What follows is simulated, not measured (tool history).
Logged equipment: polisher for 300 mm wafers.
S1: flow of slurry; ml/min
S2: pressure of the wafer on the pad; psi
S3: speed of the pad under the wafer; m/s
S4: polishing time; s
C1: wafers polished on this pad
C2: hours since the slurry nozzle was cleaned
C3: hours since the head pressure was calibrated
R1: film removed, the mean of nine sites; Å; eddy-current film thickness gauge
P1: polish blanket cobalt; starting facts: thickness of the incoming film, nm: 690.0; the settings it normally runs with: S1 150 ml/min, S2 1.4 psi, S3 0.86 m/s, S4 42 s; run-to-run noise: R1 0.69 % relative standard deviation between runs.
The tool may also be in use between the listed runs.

run 1 hour=8.2 | S1=150 S2=1.4 S3=0.86 S4=42 | C1=615 C2=95.7 C3=154.4 | R1=1544.6
run 2 hour=13 | S1=150 S2=1.4 S3=0.86 S4=42 | C1=688 C2=100.5 C3=159.2 | R1=1558.8
-- hour=13.4 worn pad replaced by a new one
run 3 hour=20.4 | S1=150 S2=1.4 S3=0.86 S4=42 | C1=105 C2=107.9 C3=166.6 | R1=1538.8
run 4 hour=29.5 | S1=150 S2=1.4 S3=0.86 S4=26 | C1=242 C2=117 C3=175.7 | R1=949.08
run 5 hour=38.1 | S1=195 S2=1.4 S3=0.86 S4=62 | C1=371 C2=125.6 C3=184.3 | R1=2379
run 6 hour=46.6 | S1=150 S2=2.2 S3=0.86 S4=42 | C1=499 C2=134.1 C3=192.8 | R1=2430
run 7 hour=54.3 | S1=150 S2=1.8 S3=1.32 S4=42 | C1=615 C2=141.8 C3=200.5 | R1=3032
run 8 hour=60.1 | S1=215 S2=1.4 S3=0.86 S4=42 | C1=702 C2=147.6 C3=206.3 | R1=1633.4
run 9 hour=68.3 | S1=150 S2=1.4 S3=0.86 S4=66 | C1=825 C2=155.8 C3=214.5 | R1=2422.2
run 10 hour=72.9 | S1=100 S2=1.4 S3=0.86 S4=42 | C1=894 C2=160.4 C3=219.1 | R1=1426
run 11 hour=81.1 | S1=200 S2=1.4 S3=0.4 S4=42 | C1=1017 C2=168.6 C3=227.3 | R1=758.15
run 12 hour=89.7 | S1=150 S2=1.4 S3=1.24 S4=42 | C1=1147 C2=177.2 C3=235.9 | R1=2226.8
run 13 hour=99 | S1=150 S2=1.4 S3=0.86 S4=42 | C1=1286 C2=186.5 C3=245.2 | R1=1544.5
run 14 hour=103.6 | S1=150 S2=1 S3=0.86 S4=42 | C1=1356 C2=191.1 C3=249.8 | R1=1105.1
run 15 hour=113.2 | S1=150 S2=1.4 S3=0.38 S4=42 | C1=1500 C2=200.7 C3=259.4 | R1=681.26
run 16 hour=122.5 | S1=150 S2=1.4 S3=0.86 S4=42 | C1=1640 C2=210 C3=268.7 | R1=1548.6
run 17 hour=129.7 | S1=150 S2=1.4 S3=0.86 S4=42 | C1=1748 C2=217.2 C3=275.9 | R1=1478.3
run 18 hour=134.6 | S1=150 S2=1.4 S3=0.86 S4=42 | C1=1822 C2=222.1 C3=280.8 | R1=1447.4
run 19 hour=139 | S1=150 S2=1.4 S3=0.86 S4=42 | C1=1888 C2=226.5 C3=285.2 | R1=1450.3
run 20 hour=148.5 | S1=150 S2=1.4 S3=0.86 S4=42 | C1=2030 C2=236 C3=294.7 | R1=1417.7
run 21 hour=156.5 | S1=150 S2=1.4 S3=0.86 S4=42 | C1=2151 C2=244 C3=302.7 | R1=1417.2

Run 22 is up next; what results do you expect?
-- hour=159.8 worn pad replaced by a new one
run 22 hour=162.8 | S1=150 S2=1.4 S3=0.86 S4=42 | C1=45 C2=250.3 C3=309 | R1=?

R1: 1405.3 Å
